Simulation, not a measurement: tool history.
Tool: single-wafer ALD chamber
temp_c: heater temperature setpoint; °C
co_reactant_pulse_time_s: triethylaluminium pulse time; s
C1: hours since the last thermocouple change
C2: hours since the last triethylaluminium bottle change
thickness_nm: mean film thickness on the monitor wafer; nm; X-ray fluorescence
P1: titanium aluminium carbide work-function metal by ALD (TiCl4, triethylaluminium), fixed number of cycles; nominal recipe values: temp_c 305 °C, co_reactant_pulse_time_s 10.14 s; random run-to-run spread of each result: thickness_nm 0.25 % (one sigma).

{"run": 1, "day": 0.358, "temp_c": 305, "co_reactant_pulse_time_s": 10.14, "C1": 728.3, "C2": 752.7, "thickness_nm": 2.0956}
{"run": 2, "day": 0.667, "temp_c": 281, "co_reactant_pulse_time_s": 13.44, "C1": 735.7, "C2": 760.1, "thickness_nm": 1.9252}
{"run": 3, "day": 0.954, "temp_c": 305, "co_reactant_pulse_time_s": 13.24, "C1": 742.6, "C2": 767.0, "thickness_nm": 2.141}
{"day": 1.012, "done": "triethylaluminium bottle replaced"}
{"run": 4, "day": 1.188, "temp_c": 305, "co_reactant_pulse_time_s": 4.61, "C1": 748.2, "C2": 4.3, "thickness_nm": 1.7107}
{"run": 5, "day": 1.404, "temp_c": 305, "co_reactant_pulse_time_s": 10.14, "C1": 753.4, "C2": 9.5, "thickness_nm": 2.0842}
{"run": 6, "day": 1.671, "temp_c": 305, "co_reactant_pulse_time_s": 10.14, "C1": 759.8, "C2": 15.9, "thickness_nm": 2.0971}
{"run": 7, "day": 1.929, "temp_c": 305, "co_reactant_pulse_time_s": 10.14, "C1": 766.0, "C2": 22.1, "thickness_nm": 2.0949}
{"run": 8, "day": 2.204, "temp_c": 322, "co_reactant_pulse_time_s": 10.14, "C1": 772.6, "C2": 28.7, "thickness_nm": 2.242}
{"run": 9, "day": 2.629, "temp_c": 280, "co_reactant_pulse_time_s": 10.14, "C1": 782.8, "C2": 38.9, "thickness_nm": 1.8777}
{"run": 10, "day": 3.038, "temp_c": 305, "co_reactant_pulse_time_s": 10.14, "C1": 792.6, "C2": 48.7, "thickness_nm": 2.1016}
{"run": 11, "day": 3.312, "temp_c": 305, "co_reactant_pulse_time_s": 10.14, "C1": 799.2, "C2": 55.3, "thickness_nm": 2.0848}
{"run": 12, "day": 3.525, "temp_c": 305, "co_reactant_pulse_time_s": 10.14, "C1": 804.3, "C2": 60.4, "thickness_nm": 2.0684}
{"run": 13, "day": 3.875, "temp_c": 305, "co_reactant_pulse_time_s": 10.14, "C1": 812.7, "C2": 68.8, "thickness_nm": 2.0665}
{"run": 14, "day": 4.096, "temp_c": 305, "co_reactant_pulse_time_s": 10.14, "C1": 818.0, "C2": 74.1, "thickness_nm": 2.0663}
{"run": 15, "day": 4.292, "temp_c": 305, "co_reactant_pulse_time_s": 10.14, "C1": 822.7, "C2": 78.8, "thickness_nm": 2.0565}
{"run": 16, "day": 4.654, "temp_c": 305, "co_reactant_pulse_time_s": 10.14, "C1": 831.4, "C2": 87.5, "thickness_nm": 2.0524}
{"run": 17, "day": 4.962, "temp_c": 305, "co_reactant_pulse_time_s": 10.14, "C1": 838.8, "C2": 94.9, "thickness_nm": 2.0458}
{"run": 18, "day": 5.192, "temp_c": 305, "co_reactant_pulse_time_s": 10.14, "C1": 844.3, "C2": 100.4, "thickness_nm": 2.0497}
{"run": 19, "day": 5.617, "temp_c": 305, "co_reactant_pulse_time_s": 10.14, "C1": 854.5, "C2": 110.6, "thickness_nm": 2.0444}
{"run": 20, "day": 6.012, "temp_c": 305, "co_reactant_pulse_time_s": 10.14, "C1": 864.0, "C2": 120.1, "thickness_nm": 2.0365}
{"run": 21, "day": 6.308, "temp_c": 305, "co_reactant_pulse_time_s": 10.14, "C1": 871.1, "C2": 127.2, "thickness_nm": 2.0334}
{"run": 22, "day": 6.662, "temp_c": 305, "co_reactant_pulse_time_s": 10.14, "C1": 879.6, "C2": 135.7, "thickness_nm": 2.0315}

P1 has crept away from where it was. The log is fitted equally well by each of these 2 causes, at the sizes shown:
A: triethylaluminium dose below that of a fresh bottle (%) = 16.8
B: wafer temperature below the value expected at the setpoint (K) = 5.87
The onset of the drift is placed at about day 3.312.

Of the 4 check runs listed below, each run on one wafer and each result written as a question mark, which would let you distinguish the listed causes because they would give clearly different results?
{"run": "check 1", "day": 7.017, "temp_c": 293, "co_reactant_pulse_time_s": 6.23, "thickness_nm": "?"}
{"run": "check 2", "day": 7.017, "temp_c": 285, "co_reactant_pulse_time_s": 10.14, "thickness_nm": "?"}
{"run": "check 3", "day": 7.017, "temp_c": 318, "co_reactant_pulse_time_s": 10.14, "thickness_nm": "?"}
{"run": "check 4", "day": 7.017, "temp_c": 321, "co_reactant_pulse_time_s": 10.14, "thickness_nm": "?"}

How each check would come out, cause by cause:
check=check_1 result=thickness_nm if_A=1.7043 if_B=1.7610
check=check_2 result=thickness_nm if_A=1.8667 if_B=1.8632
check=check_3 result=thickness_nm if_A=2.1531 if_B=2.1554
check=check_4 result=thickness_nm if_A=2.1795 if_B=2.1824
Separation of the two closest causes in each check, using whichever result separates them best: check 1 3.27 %; check 2 0.19 %; check 3 0.11 %; check 4 0.13 %
Of the check runs offered, only check 1 discriminates between the causes; the rest would read about the same regardless of which cause applies.

Check 1 was carried out, with these results: thickness_nm 1.7570 nm. Which of the listed causes is responsible?

It was cause B: wafer temperature below the value expected at the setpoint (K).
